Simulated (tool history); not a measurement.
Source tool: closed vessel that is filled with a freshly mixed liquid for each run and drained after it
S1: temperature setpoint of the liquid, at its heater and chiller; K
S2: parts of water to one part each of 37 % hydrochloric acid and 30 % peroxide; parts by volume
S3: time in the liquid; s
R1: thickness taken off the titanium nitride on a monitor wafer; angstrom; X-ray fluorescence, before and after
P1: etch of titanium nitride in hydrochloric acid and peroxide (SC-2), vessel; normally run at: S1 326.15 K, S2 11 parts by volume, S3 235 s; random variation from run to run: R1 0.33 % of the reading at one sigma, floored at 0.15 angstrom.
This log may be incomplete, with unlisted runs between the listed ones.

run 1 hour=12.8 | S1=326.15 S2=11 S3=235 | R1=93.207
run 2 hour=26.7 | S1=326.15 S2=11 S3=30 | R1=12.081
run 3 hour=39.7 | S1=326.15 S2=11 S3=235 | R1=93.49
run 4 hour=46.8 | S1=326.15 S2=11 S3=235 | R1=93.098
run 5 hour=54.9 | S1=326.15 S2=11 S3=390 | R1=155.69
run 6 hour=65.4 | S1=341.65 S2=11 S3=235 | R1=246.26
run 7 hour=72.4 | S1=326.15 S2=16.5 S3=235 | R1=66.272
run 8 hour=83.7 | S1=312.65 S2=11 S3=235 | R1=37.162
run 9 hour=97.2 | S1=326.15 S2=19.5 S3=100 | R1=23.828
run 10 hour=107 | S1=326.15 S2=11 S3=235 | R1=93.122
run 11 hour=118.1 | S1=337.65 S2=11 S3=430 | R1=353.28
run 12 hour=131 | S1=326.15 S2=4 S3=235 | R1=202.52
run 13 hour=143.5 | S1=326.15 S2=7 S3=60 | R1=34.552
run 14 hour=152.2 | S1=326.15 S2=11 S3=235 | R1=93.355
run 15 hour=161.7 | S1=326.15 S2=11 S3=235 | R1=90.343
run 16 hour=172.9 | S1=326.15 S2=11 S3=235 | R1=88.307
run 17 hour=182.3 | S1=326.15 S2=11 S3=235 | R1=86.79
run 18 hour=191.9 | S1=326.15 S2=11 S3=235 | R1=86.022
-- hour=198.3 new drum of peroxide connected
run 19 hour=199.7 | S1=326.15 S2=11 S3=235 | R1=85.468
run 20 hour=207.6 | S1=326.15 S2=11 S3=235 | R1=85.481
run 21 hour=221.3 | S1=326.15 S2=11 S3=235 | R1=84.551
run 22 hour=233.1 | S1=326.15 S2=11 S3=235 | R1=85.043

What P1 gives has crept away from where it was. These 2 causes fit the log equally well, each at the size given:
A: liquid colder than its thermometer reads (K) = 1.43
B: chemicals flow below the setpoint (%) = 10.4
Creep in the process output first set in at about hour 152.2.
Other possible causes, and why each is ruled out:
peroxide weaker than its label (%): serviced after onset, at hour 198.3, with no recovery of the prior output

Which of the 4 check runs listed below, each an average over 2 wafers with its results shown as question marks, gives clearly different results under the different listed causes?
run check 1 hour=244.9 | S1=317.15 S2=11 S3=235 | R1=?
run check 2 hour=244.9 | S1=314.15 S2=14.5 S3=235 | R1=?
run check 3 hour=244.9 | S1=316.15 S2=4.5 S3=235 | R1=?
run check 4 hour=244.9 | S1=326.15 S2=14.5 S3=235 | R1=?

Predicted outcomes, by check and by cause:
check=check_1 result=R1 if_A=46.126 if_B=46.391
check=check_2 result=R1 if_A=29.412 if_B=29.536
check=check_3 result=R1 if_A=86.008 if_B=87.994
check=check_4 result=R1 if_A=66.967 if_B=66.758
Minimum pairwise separation of causes per check, each pair taken at its best-separating result: check 1 0.57 %; check 2 0.42 %; check 3 2.28 %; check 4 0.31 %
Only check 3 tells the causes apart: in the others they would give nearly the same result.

Check 3 was carried out, with these results: R1 85.976 angstrom. Which of the listed causes is responsible?

The correct cause is A, namely: liquid colder than its thermometer reads (K).

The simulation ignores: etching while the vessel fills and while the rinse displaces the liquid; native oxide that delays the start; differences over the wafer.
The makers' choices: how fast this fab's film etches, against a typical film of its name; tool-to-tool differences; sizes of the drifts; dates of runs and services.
